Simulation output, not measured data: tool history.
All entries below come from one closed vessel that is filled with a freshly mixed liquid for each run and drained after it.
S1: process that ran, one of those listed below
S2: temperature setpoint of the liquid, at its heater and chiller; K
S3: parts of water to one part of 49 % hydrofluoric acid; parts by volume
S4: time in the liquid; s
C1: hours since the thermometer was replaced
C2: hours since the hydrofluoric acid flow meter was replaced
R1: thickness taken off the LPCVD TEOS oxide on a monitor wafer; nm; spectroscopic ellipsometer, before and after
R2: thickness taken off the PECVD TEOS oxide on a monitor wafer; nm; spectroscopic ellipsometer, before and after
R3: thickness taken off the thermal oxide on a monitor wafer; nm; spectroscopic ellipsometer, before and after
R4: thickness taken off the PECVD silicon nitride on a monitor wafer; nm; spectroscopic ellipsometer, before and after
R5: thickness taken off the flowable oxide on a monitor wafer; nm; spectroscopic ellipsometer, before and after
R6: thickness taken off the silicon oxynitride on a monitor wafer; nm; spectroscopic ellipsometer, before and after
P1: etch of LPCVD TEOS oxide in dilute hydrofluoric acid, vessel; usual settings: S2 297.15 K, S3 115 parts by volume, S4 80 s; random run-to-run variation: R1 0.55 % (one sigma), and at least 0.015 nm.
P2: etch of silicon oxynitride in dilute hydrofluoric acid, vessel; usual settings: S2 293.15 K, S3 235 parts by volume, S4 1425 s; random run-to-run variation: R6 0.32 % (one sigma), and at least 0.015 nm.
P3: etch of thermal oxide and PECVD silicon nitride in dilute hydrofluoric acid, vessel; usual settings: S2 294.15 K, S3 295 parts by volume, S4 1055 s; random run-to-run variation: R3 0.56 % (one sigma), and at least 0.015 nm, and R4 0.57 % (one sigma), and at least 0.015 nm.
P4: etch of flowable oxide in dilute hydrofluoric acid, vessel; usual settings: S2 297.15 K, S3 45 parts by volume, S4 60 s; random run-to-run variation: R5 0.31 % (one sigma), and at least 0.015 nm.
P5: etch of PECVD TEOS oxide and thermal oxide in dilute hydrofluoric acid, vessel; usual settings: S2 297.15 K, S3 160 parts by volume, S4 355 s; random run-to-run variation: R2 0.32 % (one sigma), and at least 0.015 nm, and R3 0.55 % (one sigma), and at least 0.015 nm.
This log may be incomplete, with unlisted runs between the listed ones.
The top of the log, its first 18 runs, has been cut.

{"run": 19, "hour": 64.0, "S1": "P5", "S2": 304.15, "S3": 160, "S4": 355, "C1": 975.2, "C2": 38.9, "R2": 32.633, "R3": 12.451}
{"run": 20, "hour": 66.2, "S1": "P4", "S2": 297.15, "S3": 45, "S4": 60, "C1": 977.4, "C2": 41.1, "R5": 75.123}
{"run": 21, "hour": 69.6, "S1": "P1", "S2": 297.15, "S3": 115, "S4": 80, "C1": 980.8, "C2": 44.5, "R1": 24.715}
{"run": 22, "hour": 71.7, "S1": "P1", "S2": 292.15, "S3": 115, "S4": 80, "C1": 982.9, "C2": 46.6, "R1": 20.407}
{"run": 23, "hour": 76.4, "S1": "P3", "S2": 294.15, "S3": 295, "S4": 1055, "C1": 987.6, "C2": 51.3, "R3": 12.442, "R4": 5.1355}
{"run": 24, "hour": 79.0, "S1": "P3", "S2": 294.15, "S3": 295, "S4": 1055, "C1": 990.2, "C2": 53.9, "R3": 12.431, "R4": 5.1047}
{"run": 25, "hour": 81.9, "S1": "P1", "S2": 297.15, "S3": 115, "S4": 155, "C1": 993.1, "C2": 56.8, "R1": 47.92}
{"run": 26, "hour": 84.4, "S1": "P2", "S2": 293.15, "S3": 350, "S4": 1425, "C1": 995.6, "C2": 59.3, "R6": 13.91}
{"run": 27, "hour": 87.3, "S1": "P2", "S2": 293.15, "S3": 235, "S4": 1425, "C1": 998.5, "C2": 62.2, "R6": 22.15}
{"run": 28, "hour": 92.1, "S1": "P1", "S2": 297.15, "S3": 115, "S4": 80, "C1": 1003.3, "C2": 67, "R1": 24.612}

For run 29, what comes out?
{"run": 29, "hour": 96.0, "S1": "P1", "S2": 297.15, "S3": 70, "S4": 80, "C1": 1007.2, "C2": 70.9, "R1": "?"}

{"run 29": {"R1": 42.689}}
